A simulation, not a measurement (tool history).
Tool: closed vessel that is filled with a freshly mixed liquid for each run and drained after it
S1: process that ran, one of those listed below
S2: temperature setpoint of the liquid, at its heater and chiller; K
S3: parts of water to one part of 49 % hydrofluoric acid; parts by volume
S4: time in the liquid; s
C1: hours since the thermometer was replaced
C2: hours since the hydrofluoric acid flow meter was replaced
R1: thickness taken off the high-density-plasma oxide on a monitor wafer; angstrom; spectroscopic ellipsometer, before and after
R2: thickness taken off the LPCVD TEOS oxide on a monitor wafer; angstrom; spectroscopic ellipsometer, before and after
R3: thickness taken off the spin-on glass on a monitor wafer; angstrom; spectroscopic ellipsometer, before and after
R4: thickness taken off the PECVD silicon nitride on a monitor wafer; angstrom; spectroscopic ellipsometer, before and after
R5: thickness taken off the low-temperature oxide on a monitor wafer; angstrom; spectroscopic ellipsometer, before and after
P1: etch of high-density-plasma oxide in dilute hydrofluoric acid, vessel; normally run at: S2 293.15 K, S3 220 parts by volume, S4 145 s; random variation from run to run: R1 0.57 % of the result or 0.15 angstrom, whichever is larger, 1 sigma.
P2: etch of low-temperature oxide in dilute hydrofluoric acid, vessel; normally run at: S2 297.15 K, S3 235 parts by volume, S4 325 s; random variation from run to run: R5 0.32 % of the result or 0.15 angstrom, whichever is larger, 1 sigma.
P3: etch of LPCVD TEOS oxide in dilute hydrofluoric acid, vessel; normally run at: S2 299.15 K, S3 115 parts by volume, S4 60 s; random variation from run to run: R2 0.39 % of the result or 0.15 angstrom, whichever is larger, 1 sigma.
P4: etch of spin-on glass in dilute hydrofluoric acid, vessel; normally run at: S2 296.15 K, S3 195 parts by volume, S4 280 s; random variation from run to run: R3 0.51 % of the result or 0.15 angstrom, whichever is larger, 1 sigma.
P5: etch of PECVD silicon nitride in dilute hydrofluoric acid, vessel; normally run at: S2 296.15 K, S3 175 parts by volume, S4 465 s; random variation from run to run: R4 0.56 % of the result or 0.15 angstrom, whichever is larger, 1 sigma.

run     day  S1      S2   S3   S4      C1     C2       R1       R2      R3      R4       R5
  1   0.600  P1  293.15  220  145  1914.0  269.5   48.355
  2   1.196  P1  290.15  220  145  1928.3  283.8   42.479
  3   1.621  P3  299.15  205   60  1938.5  294.0            81.946
  4   2.008  P4  300.65  195  280  1947.8  303.3                    513.59
  5   2.438  P1  293.15  220   55  1958.1  313.6   18.557
  6   3.188  P1  293.15  380  145  1976.1  331.6   24.099
  7   3.633  P5  296.15  175  465  1986.8  342.3                            43.027
  8   4.100  P2  297.15  420  325  1998.0  353.5                                     58.100
  9   4.646  P1  293.15   65  145  2011.1  366.6  191.590
 10   5.196  P1  293.15  220  145  2024.3  379.8   48.210
 11   5.775  P3  299.15  115  110  2038.2  393.7           298.350
 12   6.267  P4  296.15  350  280  2050.0  405.5                    209.40
 13   6.879  P5  296.15  175  830  2064.7  420.2                            77.242
 14   7.567  P1  293.15  220  145  2081.2  436.7   48.220
 15   8.208  P3  299.15  115   60  2096.6  452.1           162.780
 16   8.604  P5  300.65  175  465  2106.1  461.6                            56.698
 17   9.258  P1  300.15  220  205  2121.8  477.3   87.976
 18   9.804  P4  296.15  195  280  2134.9  490.4                    437.89
 19  10.167  P5  296.15   80  465  2143.6  499.1                            94.221
 20  10.662  P4  296.15  195  125  2155.5  511.0                    195.39
 21  11.108  P2  297.15  235  325  2166.2  521.7                                    124.090
 22  11.517  P1  293.15  220  280  2176.0  531.5   92.505
 23  12.292  P3  299.15  115   60  2194.6  550.1           162.460
 24  12.862  P5  296.15  175  465  2208.3  563.8                            43.013
 25  13.238  P2  292.65  235  325  2217.3  572.8                                    104.230
 26  14.025  P1  293.15  220  145  2236.2  591.7   48.163
 27  14.379  P1  293.15  220  145  2244.7  600.2   48.181
 28  14.921  P1  293.15  220  145  2257.7  613.2   48.327
 29  15.625  P4  296.15  195  280  2274.6  630.1                    440.17
 30  16.083  P2  297.15  235  100  2285.6  641.1                                     38.355
 31  16.550  P1  293.15  220  145  2296.8  652.3   48.380
 32  17.142  P1  297.65  220  145  2311.0  666.5   56.929
 33  17.838  P2  297.15  235  325  2327.7  683.2                                    123.620
 34  18.425  P3  291.15  115   60  2341.8  697.3           118.190
 35  19.162  P1  293.15  220  145  2359.5  715.0   48.166
 36  19.538  P1  293.15  220  145  2368.5  724.0   47.156
 37  20.012  P1  293.15  220  145  2379.9  735.4   46.266
 38  20.392  P1  293.15  220  145  2389.0  744.5   46.299
 39  21.038  P1  293.15  220  145  2404.5  760.0   45.999
 40  21.838  P1  293.15  220  145  2423.7  779.2   45.653
 41  22.212  P1  293.15  220  145  2432.7  788.2   45.792
 42  22.729  P1  293.15  220  145  2445.1  800.6   45.405
 43  23.246  P1  293.15  220  145  2457.5  813.0   46.061

What P1 gives has crept away from where it was. These 2 causes fit the log equally well, each at the size given:
A: hydrofluoric acid flow below the setpoint (%) = 4.31
B: liquid colder than its thermometer reads (K) = 1.4
The creep began at about day 19.162.

4 check runs are offered, one wafer each, their results left as question marks. Which one tells the causes apart?
check 1  23.762  P3  299.15  190  110               ?
check 2  23.762  P5  299.15  175  810                       ?
check 3  23.762  P4  296.15  350  280                   ?
check 4  23.762  P2  292.65  405  325                           ?

What each check would give under each cause:
  check  result     if A     if B
check 1      R2  156.530  156.900
check 2      R4   86.568   82.812
check 3      R3   196.97   198.95
check 4      R5   49.307   49.782
How far apart the two closest causes lie, in the result that separates them most: check 1 0.24 %; check 2 4.44 %; check 3 1 %; check 4 0.96 %
Check 2 tells the causes apart: in the others they would give nearly the same result.

Then check 2 was run and gave: R4 82.767 angstrom. Which cause is it?

It is B: liquid colder than its thermometer reads (K).

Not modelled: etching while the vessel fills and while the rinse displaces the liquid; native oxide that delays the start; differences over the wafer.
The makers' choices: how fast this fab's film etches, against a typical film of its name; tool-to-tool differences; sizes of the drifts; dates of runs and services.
